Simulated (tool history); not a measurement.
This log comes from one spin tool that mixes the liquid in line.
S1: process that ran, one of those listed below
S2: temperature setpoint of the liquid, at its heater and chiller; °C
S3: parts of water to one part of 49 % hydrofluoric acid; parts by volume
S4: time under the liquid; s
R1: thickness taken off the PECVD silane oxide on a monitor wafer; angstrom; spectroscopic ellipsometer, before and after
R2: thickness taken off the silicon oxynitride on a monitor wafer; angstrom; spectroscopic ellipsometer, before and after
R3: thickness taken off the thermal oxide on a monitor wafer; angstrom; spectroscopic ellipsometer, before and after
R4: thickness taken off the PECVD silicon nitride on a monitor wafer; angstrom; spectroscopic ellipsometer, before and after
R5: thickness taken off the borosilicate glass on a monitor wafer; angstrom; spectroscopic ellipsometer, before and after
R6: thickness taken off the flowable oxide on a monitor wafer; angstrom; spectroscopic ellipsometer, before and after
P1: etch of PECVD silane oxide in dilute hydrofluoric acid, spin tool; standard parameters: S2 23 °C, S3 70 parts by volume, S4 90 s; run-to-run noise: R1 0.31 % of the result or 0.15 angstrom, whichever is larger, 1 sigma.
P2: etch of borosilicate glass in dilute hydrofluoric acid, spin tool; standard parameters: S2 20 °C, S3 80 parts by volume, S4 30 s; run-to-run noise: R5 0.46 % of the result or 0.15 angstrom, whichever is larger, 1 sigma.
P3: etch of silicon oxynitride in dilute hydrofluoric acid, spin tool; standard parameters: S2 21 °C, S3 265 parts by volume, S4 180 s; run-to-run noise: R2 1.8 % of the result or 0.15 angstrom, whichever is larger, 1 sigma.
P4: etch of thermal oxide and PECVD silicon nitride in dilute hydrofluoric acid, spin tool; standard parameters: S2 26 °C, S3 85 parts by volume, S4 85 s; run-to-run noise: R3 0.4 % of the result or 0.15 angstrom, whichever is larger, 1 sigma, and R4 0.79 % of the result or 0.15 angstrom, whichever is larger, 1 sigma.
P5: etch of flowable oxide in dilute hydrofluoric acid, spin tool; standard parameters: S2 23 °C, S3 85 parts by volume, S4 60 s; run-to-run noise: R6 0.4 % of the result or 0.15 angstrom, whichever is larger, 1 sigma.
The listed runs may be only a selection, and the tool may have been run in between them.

run   hour  S1    S2   S3   S4      R1      R2      R3      R4      R5      R6
  1    3.7  P1    23   70   90  414.51
  2    6.4  P1    17   70   90  323.67
  3     10  P1  27.5   70   90  497.67
  4   14.6  P3    21  265  180          15.209
  5   18.8  P1    23   70  135  623.01
  6   22.8  P1    23   70   15  69.279
  7   27.5  P4    26   85  140                  85.491  56.911
  8   30.5  P1    23   70   90  414.39
  9   34.8  P1    17   70   45  161.84
 10   39.1  P2    20   80   30                                  167.45
 11   41.7  P1    23   40   90  755.89
 12   46.8  P5    23   85   60                                          280.81
 13   51.9  P1    23   70   90  416.84
 14   55.3  P4    26   35   85                  134.91  82.651
 15   58.6  P4  33.5   85   85                  69.366  55.704
 16   61.6  P1    23   70   90  416.82
 17   66.6  P3    28  265  180          20.373
 18   69.6  P5    23  120   60                                          189.56
 19     73  P2    20   80   55                                   303.2
 20   76.4  P3    21  165  180          26.616
 21     81  P5  28.5   85   60                                           350.3
 22   83.8  P2    20   45   30                                  306.18
 23   87.9  P1    23   70   90  413.58
 24     92  P1    23  100   90  282.83
 25   96.4  P4    26   85   85                  52.104  35.383
 26   99.1  P5    23   85   25                                           116.7
 27  102.9  P2    28   80   30                                   228.8
 28  107.6  P3    21  265  300          24.944
 29  112.4  P1    23   70   90  416.63
 30  116.6  P1    23   70   90  428.11
 31  119.4  P1    23   70   90  433.01
 32  123.2  P1    23   70   90  440.73
 33  127.1  P1    23   70   90  443.53
 34  132.2  P1    23   70   90  447.14
 35  136.9  P1    23   70   90  444.83
 36    142  P1    23   70   90  450.04
 37    145  P1    23   70   90  449.52
 38  150.2  P1    23   70   90  451.62
 39    154  P1    23   70   90   449.1

P1 has crept away from where it was. The log is fitted equally well by each of these 2 causes, at the sizes shown:
A: liquid hotter than its thermometer reads (K) = 2.01
B: hydrofluoric acid flow above the setpoint (%) = 7.75
Onset of the creep was near hour 112.4.

The list below offers 4 check runs, each averaging the results of 2 wafers, and shows each result as a question mark. For which of them would the listed causes give clearly different results?
check 1  157.8  P5  23   85   60                       ?
check 2  157.8  P3  21  265  180       ?
check 3  157.8  P4  26   85   85           ?   ?
check 4  157.8  P2  20   80   30                   ?

Expected result of each check under each candidate cause:
  check  result    if A    if B
check 1      R6  302.69  303.18
check 2      R2  16.478  16.451
check 3      R3  56.291  56.532
check 3      R4  39.599   37.43
check 4      R5  180.02  179.72
Per check, the gap between the least separated pair of causes, taken in the result that splits them most: check 1 0.16 %; check 2 0.17 %; check 3 5.63 %; check 4 0.17 %
The other checks would show nearly matching results whichever cause is true, so check 3 is the only one that separates the causes.

The results of check 3 are: R3 56.43 angstrom; R4 37.579 angstrom. Based on these, which of the listed causes is it?

The correct cause is B, namely: hydrofluoric acid flow above the setpoint (%).

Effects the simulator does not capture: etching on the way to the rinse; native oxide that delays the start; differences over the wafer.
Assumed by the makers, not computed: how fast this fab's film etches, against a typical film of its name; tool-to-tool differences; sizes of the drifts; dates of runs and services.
